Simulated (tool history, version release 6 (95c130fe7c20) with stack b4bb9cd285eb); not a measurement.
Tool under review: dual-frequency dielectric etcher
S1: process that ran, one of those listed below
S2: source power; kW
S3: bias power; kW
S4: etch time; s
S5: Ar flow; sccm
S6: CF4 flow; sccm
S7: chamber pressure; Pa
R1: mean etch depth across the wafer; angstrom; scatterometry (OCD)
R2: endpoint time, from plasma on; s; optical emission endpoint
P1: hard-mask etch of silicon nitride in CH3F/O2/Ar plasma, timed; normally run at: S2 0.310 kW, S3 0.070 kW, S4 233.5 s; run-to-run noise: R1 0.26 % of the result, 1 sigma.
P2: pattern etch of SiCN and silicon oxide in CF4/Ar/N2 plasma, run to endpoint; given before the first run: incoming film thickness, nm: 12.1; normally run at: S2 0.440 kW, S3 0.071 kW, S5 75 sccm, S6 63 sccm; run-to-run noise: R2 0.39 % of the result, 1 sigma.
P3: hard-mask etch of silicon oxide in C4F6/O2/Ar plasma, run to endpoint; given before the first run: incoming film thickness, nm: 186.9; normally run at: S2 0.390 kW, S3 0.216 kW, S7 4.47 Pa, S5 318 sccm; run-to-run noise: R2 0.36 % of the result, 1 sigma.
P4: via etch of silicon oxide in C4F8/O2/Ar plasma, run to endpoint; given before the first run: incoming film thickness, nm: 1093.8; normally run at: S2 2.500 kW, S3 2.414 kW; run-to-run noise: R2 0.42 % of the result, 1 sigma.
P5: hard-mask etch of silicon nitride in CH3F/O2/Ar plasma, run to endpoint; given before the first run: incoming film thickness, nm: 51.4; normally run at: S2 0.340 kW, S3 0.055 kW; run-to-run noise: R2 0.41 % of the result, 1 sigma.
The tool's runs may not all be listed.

Run 1, hour 9.2: S1 P1, S2 0.310 kW, S3 0.070 kW, S4 233.5 s. Result: R1 1450.20 angstrom.
Run 2, hour 20.0: S1 P1, S2 0.310 kW, S3 0.070 kW, S4 315.5 s. Result: R1 1957.90 angstrom.
Run 3, hour 25.7: S1 P2, S2 0.440 kW, S3 0.071 kW, S5 90 sccm, S6 63 sccm. Result: R2 14.205 s.
Run 4, hour 32.2: S1 P4, S2 2.500 kW, S3 2.414 kW. Result: R2 188.520 s.
Run 5, hour 44.5: S1 P1, S2 0.310 kW, S3 0.043 kW, S4 233.5 s. Result: R1 1238.00 angstrom.
At hour 54.7: wet clean of the chamber.
Run 6, hour 56.3: S1 P2, S2 0.440 kW, S3 0.090 kW, S5 75 sccm, S6 63 sccm. Result: R2 12.717 s.
Run 7, hour 66.6: S1 P3, S2 0.390 kW, S3 0.216 kW, S5 318 sccm, S7 5.60 Pa. Result: R2 59.760 s.
Run 8, hour 74.8: S1 P4, S2 1.930 kW, S3 2.414 kW. Result: R2 207.010 s.
Run 9, hour 85.1: S1 P2, S2 0.440 kW, S3 0.071 kW, S5 75 sccm, S6 63 sccm. Result: R2 13.901 s.
Run 10, hour 97.3: S1 P1, S2 0.310 kW, S3 0.047 kW, S4 320.5 s. Result: R1 1742.20 angstrom.
Run 11, hour 110.1: S1 P3, S2 0.320 kW, S3 0.216 kW, S5 318 sccm, S7 4.47 Pa. Result: R2 62.527 s.
Run 12, hour 117.4: S1 P1, S2 0.310 kW, S3 0.094 kW, S4 233.5 s. Result: R1 1604.70 angstrom.
Run 13, hour 129.9: S1 P1, S2 0.310 kW, S3 0.070 kW, S4 233.5 s. Result: R1 1449.20 angstrom.
Run 14, hour 139.0: S1 P3, S2 0.390 kW, S3 0.216 kW, S5 318 sccm, S7 4.47 Pa. Result: R2 58.182 s.
Run 15, hour 148.3: S1 P4, S2 2.500 kW, S3 2.414 kW. Result: R2 189.380 s.
Run 16, hour 160.7: S1 P3, S2 0.390 kW, S3 0.297 kW, S5 318 sccm, S7 4.47 Pa. Result: R2 51.969 s.
Run 17, hour 167.2: S1 P2, S2 0.440 kW, S3 0.071 kW, S5 75 sccm, S6 43 sccm. Result: R2 14.580 s.
Run 18, hour 178.6: S1 P1, S2 0.200 kW, S3 0.058 kW, S4 233.5 s. Result: R1 1147.60 angstrom.
Run 19, hour 191.4: S1 P3, S2 0.390 kW, S3 0.216 kW, S5 318 sccm, S7 4.47 Pa. Result: R2 57.718 s.
Run 20, hour 198.3: S1 P1, S2 0.310 kW, S3 0.070 kW, S4 233.5 s. Result: R1 1445.90 angstrom.
Run 21, hour 208.1: S1 P1, S2 0.310 kW, S3 0.070 kW, S4 233.5 s. Result: R1 1450.90 angstrom.
Run 22, hour 214.5: S1 P1, S2 0.310 kW, S3 0.070 kW, S4 153.5 s. Result: R1 950.47 angstrom.
Run 23, hour 223.1: S1 P5, S2 0.340 kW, S3 0.055 kW. Result: R2 87.026 s.
Run 24, hour 233.7: S1 P1, S2 0.440 kW, S3 0.070 kW, S4 233.5 s. Result: R1 1659.00 angstrom.
Run 25, hour 243.2: S1 P4, S2 2.500 kW, S3 2.868 kW. Result: R2 180.790 s.
Run 26, hour 249.1: S1 P5, S2 0.340 kW, S3 0.070 kW. Result: R2 80.385 s.
Run 27, hour 254.9: S1 P2, S2 0.440 kW, S3 0.071 kW, S5 75 sccm, S6 63 sccm. Result: R2 13.734 s.
Run 28, hour 265.6: S1 P5, S2 0.340 kW, S3 0.055 kW. Result: R2 88.227 s.
Run 29, hour 272.4: S1 P1, S2 0.310 kW, S3 0.070 kW, S4 233.5 s. Result: R1 1456.80 angstrom.
Run 30, hour 282.3: S1 P5, S2 0.410 kW, S3 0.055 kW. Result: R2 80.647 s.
Run 31, hour 294.4: S1 P1, S2 0.400 kW, S3 0.095 kW, S4 233.5 s. Result: R1 1773.80 angstrom.
Run 32, hour 301.3: S1 P1, S2 0.200 kW, S3 0.070 kW, S4 233.5 s. Result: R1 1229.90 angstrom.
At hour 305.2: bias power generator calibrated.
Run 33, hour 312.6: S1 P3, S2 0.390 kW, S3 0.216 kW, S5 395 sccm, S7 4.47 Pa. Result: R2 59.651 s.
Run 34, hour 323.7: S1 P1, S2 0.310 kW, S3 0.070 kW, S4 233.5 s. Result: R1 1446.20 angstrom.
Run 35, hour 330.9: S1 P2, S2 0.550 kW, S3 0.071 kW, S5 75 sccm, S6 63 sccm. Result: R2 11.294 s.
Run 36, hour 339.7: S1 P1, S2 0.310 kW, S3 0.070 kW, S4 233.5 s. Result: R1 1458.70 angstrom.
Run 37, hour 346.8: S1 P1, S2 0.310 kW, S3 0.070 kW, S4 233.5 s. Result: R1 1434.40 angstrom.
Run 38, hour 352.6: S1 P1, S2 0.310 kW, S3 0.070 kW, S4 233.5 s. Result: R1 1431.90 angstrom.
Run 39, hour 363.0: S1 P1, S2 0.310 kW, S3 0.070 kW, S4 233.5 s. Result: R1 1430.00 angstrom.
At hour 366.4: wet clean of the chamber.
Run 40, hour 368.9: S1 P1, S2 0.310 kW, S3 0.070 kW, S4 233.5 s. Result: R1 1424.20 angstrom.
Run 41, hour 378.9: S1 P1, S2 0.310 kW, S3 0.070 kW, S4 233.5 s. Result: R1 1429.30 angstrom.
Run 42, hour 384.9: S1 P1, S2 0.310 kW, S3 0.070 kW, S4 233.5 s. Result: R1 1424.10 angstrom.

The output of P1 has drifted from where it used to be. Each of the 2 causes below, taken at the size shown beside it, accounts for the log equally well:
A: bias power that arrives under what is set, % = 4.77
B: source power that arrives under what is set, % = 4.38
At approximately hour 339.7, the process output began to creep.
All other causes, with the reason each is excluded:
chamber walls in a state that lowers the etch rate, %: its service at hour 366.4 followed the start of the drift and did not put the process back to its old value

Which of the check runs below tells the causes apart, meaning the causes would give it clearly different results? Each run uses 2 wafers whose results are averaged, and each result is shown as a question mark.
Run check 1, hour 390.9: S1 P5, S2 0.340 kW, S3 0.055 kW. Result: R2 ?.
Run check 2, hour 390.9: S1 P2, S2 0.440 kW, S3 0.071 kW, S5 75 sccm, S6 63 sccm. Result: R2 ?.
Run check 3, hour 390.9: S1 P4, S2 2.500 kW, S3 2.414 kW. Result: R2 ?.
Run check 4, hour 390.9: S1 P3, S2 0.390 kW, S3 0.216 kW, S5 318 sccm, S7 4.47 Pa. Result: R2 ?.

What each check would give under each cause:
  check  result     if A     if B
check 1      R2   88.638   88.762
check 2      R2   13.975   14.310
check 3      R2  191.590  192.270
check 4      R2   59.059   59.133
Per check, the gap between the least separated pair of causes, taken in the result that splits them most: check 1 0.14 %; check 2 2.37 %; check 3 0.35 %; check 4 0.13 %
Of the check runs offered, only check 2 discriminates between the causes; the rest would read about the same regardless of which cause applies.

Check 2 was carried out, with these results: R2 14.011 s. Which of the listed causes is responsible?

The cause is A: bias power that arrives under what is set, %.
